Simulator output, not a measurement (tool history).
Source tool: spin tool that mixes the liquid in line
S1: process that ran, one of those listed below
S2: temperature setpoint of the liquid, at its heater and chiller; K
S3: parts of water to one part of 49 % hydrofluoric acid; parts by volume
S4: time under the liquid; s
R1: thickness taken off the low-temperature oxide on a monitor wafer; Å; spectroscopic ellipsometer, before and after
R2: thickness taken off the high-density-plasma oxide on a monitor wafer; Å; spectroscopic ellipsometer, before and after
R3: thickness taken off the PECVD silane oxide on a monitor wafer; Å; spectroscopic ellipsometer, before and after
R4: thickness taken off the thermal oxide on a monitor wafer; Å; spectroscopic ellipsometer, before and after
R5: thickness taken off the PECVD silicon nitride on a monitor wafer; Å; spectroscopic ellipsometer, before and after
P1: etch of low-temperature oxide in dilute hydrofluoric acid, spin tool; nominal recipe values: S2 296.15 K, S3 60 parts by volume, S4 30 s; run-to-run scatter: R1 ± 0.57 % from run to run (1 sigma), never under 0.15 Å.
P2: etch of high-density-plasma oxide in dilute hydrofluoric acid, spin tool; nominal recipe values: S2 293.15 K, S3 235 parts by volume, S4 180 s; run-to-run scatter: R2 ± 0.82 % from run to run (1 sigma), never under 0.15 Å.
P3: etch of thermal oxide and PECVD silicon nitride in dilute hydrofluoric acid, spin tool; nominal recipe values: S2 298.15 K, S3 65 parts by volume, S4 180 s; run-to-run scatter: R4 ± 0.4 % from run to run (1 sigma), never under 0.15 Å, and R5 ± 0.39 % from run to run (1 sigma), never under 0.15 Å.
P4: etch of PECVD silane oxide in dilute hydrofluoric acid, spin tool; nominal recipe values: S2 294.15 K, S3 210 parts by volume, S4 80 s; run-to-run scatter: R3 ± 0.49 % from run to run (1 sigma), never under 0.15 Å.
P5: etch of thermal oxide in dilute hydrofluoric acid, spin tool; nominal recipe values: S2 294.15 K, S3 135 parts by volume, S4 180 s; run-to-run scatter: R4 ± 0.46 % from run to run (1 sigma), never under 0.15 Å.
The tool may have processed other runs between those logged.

run   hour  S1      S2   S3   S4       R1      R2       R3       R4        R5
  1   11.1  P1  296.15   60   30  116.360
  2   24.8  P2  293.15  235  280           46.081
  3   39.1  P4  294.15   55   80                   210.080
  4   47.5  P2  293.15  125  180           62.143
  5   57.9  P5  294.15  135  180                             52.321
  6   74.1  P3  298.15   95  180                             96.286   76.8760
  7   91.3  P1  290.65   60   15   45.954
  8   99.7  P3  298.15   65  180                            146.210  111.2500
  9  114.1  P3  298.15   65   15                             12.187    8.9603
 10  124.4  P2  293.15  235  180           29.226
 11  135.5  P1  296.15   90   15   37.698
 12  146.9  P5  294.15  135  180                             52.103
 13  159.6  P1  296.15   95   30   70.704
 14  168.6  P1  296.15   60   30  116.530
 15  176.2  P1  291.15   60   30   94.813
 16  191.1  P1  296.15   20   30  371.290
 17  204.7  P4  294.15  210  155                    89.915
 18  213.7  P3  292.15   65  180                            113.550   74.7150
 19  225.9  P1  296.15   60   30  117.070
 20  238.0  P1  296.15   60   30  116.440
 21  253.6  P3  298.15   65  180                            145.990  112.0100
 22  262.0  P1  296.15   60   30  117.330
 23  277.1  P1  296.15   60   30  115.350
 24  286.2  P4  300.65  210   80                    58.817
 25  295.0  P2  299.15  235  180           36.929
 26  307.0  P5  294.15   65  180                            117.790
 27  315.4  P4  294.15  210   80                    46.550
     317.5  -- thermometer replaced
 28  323.7  P1  302.15   60   30  149.740
 29  332.6  P5  290.15  135  180                             44.926
 30  343.0  P1  296.15   60   15   58.193
 31  355.5  P5  294.15  135  270                             79.160
 32  368.1  P1  296.15   60   50  194.430
 33  384.8  P1  296.15   60   30  116.110
 34  398.0  P1  296.15   60   30  112.660
 35  413.5  P1  296.15   60   30  110.030
 36  431.1  P1  296.15   60   30  109.420
 37  445.9  P1  296.15   60   30  108.320
 38  455.9  P1  296.15   60   30  107.410
 39  464.1  P1  296.15   60   30  108.220
 40  474.1  P1  296.15   60   30  108.350
 41  483.2  P1  296.15   60   30  108.310

P1 has crept away from where it was. The log is fitted equally well by each of these 2 causes, at the sizes shown:
A: liquid colder than its thermometer reads (K) = 1.82
B: hydrofluoric acid flow below the setpoint (%) = 6.72
The drift started at roughly hour 384.8.

Which of the 4 check runs listed below separates the causes, so that each cause would produce a clearly different result? Each run uses one wafer, and its results are marked with question marks.
check 1  492.3  P3  298.15   65  180               ?   ?
check 2  492.3  P2  293.15  235  180       ?
check 3  492.3  P5  294.15  135  180               ?
check 4  492.3  P4  294.15  210   80           ?

What every check run would give for each of its results, assuming each possible cause in turn:
  check  result     if A      if B
check 1      R4  135.610   135.370
check 1      R5  98.6840  104.0800
check 2      R2   27.543    27.109
check 3      R4   48.651    48.309
check 4      R3   43.143    42.514
Per-check spread between the two closest causes, in the result where they differ most: check 1 5.33 %; check 2 1.59 %; check 3 0.71 %; check 4 1.47 %
Only in check 1 would the causes give clearly different results; in the remaining checks their results would be nearly the same.

Here is what check 1 returned: R4 135.870 Å; R5 98.4800 Å. Which cause is it?

The cause is A: liquid colder than its thermometer reads (K).

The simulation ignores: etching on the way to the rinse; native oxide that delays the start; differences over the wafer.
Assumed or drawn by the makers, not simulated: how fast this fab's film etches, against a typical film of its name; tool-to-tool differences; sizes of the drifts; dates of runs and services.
